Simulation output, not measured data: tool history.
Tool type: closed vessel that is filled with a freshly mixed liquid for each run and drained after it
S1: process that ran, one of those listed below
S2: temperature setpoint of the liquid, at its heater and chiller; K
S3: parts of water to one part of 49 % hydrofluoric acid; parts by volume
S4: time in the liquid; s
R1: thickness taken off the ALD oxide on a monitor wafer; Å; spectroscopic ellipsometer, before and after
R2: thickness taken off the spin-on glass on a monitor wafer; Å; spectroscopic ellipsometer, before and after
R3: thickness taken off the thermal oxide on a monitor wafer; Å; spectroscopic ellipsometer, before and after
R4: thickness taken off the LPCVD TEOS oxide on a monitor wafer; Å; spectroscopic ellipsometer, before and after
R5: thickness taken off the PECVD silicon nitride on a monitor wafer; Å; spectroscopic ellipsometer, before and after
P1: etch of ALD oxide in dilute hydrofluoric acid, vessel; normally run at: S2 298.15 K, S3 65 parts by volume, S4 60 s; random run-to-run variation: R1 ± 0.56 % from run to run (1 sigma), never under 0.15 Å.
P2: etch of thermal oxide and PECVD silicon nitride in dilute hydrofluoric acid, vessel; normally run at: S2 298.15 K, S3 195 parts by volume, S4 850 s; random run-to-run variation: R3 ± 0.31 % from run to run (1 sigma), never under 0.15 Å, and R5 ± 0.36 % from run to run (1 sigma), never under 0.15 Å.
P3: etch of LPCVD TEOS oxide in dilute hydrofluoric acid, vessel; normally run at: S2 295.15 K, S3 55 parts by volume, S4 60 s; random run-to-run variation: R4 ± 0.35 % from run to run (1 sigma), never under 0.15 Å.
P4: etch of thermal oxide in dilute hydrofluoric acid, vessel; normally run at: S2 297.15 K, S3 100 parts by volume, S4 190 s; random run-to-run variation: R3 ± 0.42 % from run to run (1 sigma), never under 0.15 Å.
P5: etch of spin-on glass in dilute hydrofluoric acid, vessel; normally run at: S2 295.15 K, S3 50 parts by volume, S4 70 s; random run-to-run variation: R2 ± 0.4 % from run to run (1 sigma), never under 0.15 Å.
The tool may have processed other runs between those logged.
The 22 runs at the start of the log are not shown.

{"run": 23, "hour": 141.1, "S1": "P1", "S2": 298.15, "S3": 65, "S4": 60, "R1": 191.31}
{"run": 24, "hour": 147.4, "S1": "P1", "S2": 298.15, "S3": 65, "S4": 60, "R1": 189.65}
{"run": 25, "hour": 151.8, "S1": "P1", "S2": 292.65, "S3": 95, "S4": 60, "R1": 101.64}
{"run": 26, "hour": 158.7, "S1": "P4", "S2": 297.15, "S3": 100, "S4": 190, "R3": 84.417}
{"run": 27, "hour": 164.8, "S1": "P4", "S2": 297.15, "S3": 100, "S4": 355, "R3": 158.25}
{"run": 28, "hour": 170.9, "S1": "P2", "S2": 290.15, "S3": 195, "S4": 850, "R3": 139.19, "R5": 155.06}
{"run": 29, "hour": 176.3, "S1": "P1", "S2": 298.15, "S3": 25, "S4": 60, "R1": 518.64}
{"run": 30, "hour": 183.1, "S1": "P2", "S2": 298.15, "S3": 195, "S4": 1425, "R3": 319.19, "R5": 437.36}
{"run": 31, "hour": 188.5, "S1": "P1", "S2": 294.15, "S3": 65, "S4": 60, "R1": 162.71}
{"run": 32, "hour": 193.3, "S1": "P1", "S2": 298.15, "S3": 65, "S4": 60, "R1": 189.67}
{"run": 33, "hour": 199.6, "S1": "P1", "S2": 298.15, "S3": 65, "S4": 60, "R1": 190.65}

What will run 34 give?
{"run": 34, "hour": 205.1, "S1": "P1", "S2": 298.15, "S3": 65, "S4": 60, "R1": "?"}

R1: 200.37 Å

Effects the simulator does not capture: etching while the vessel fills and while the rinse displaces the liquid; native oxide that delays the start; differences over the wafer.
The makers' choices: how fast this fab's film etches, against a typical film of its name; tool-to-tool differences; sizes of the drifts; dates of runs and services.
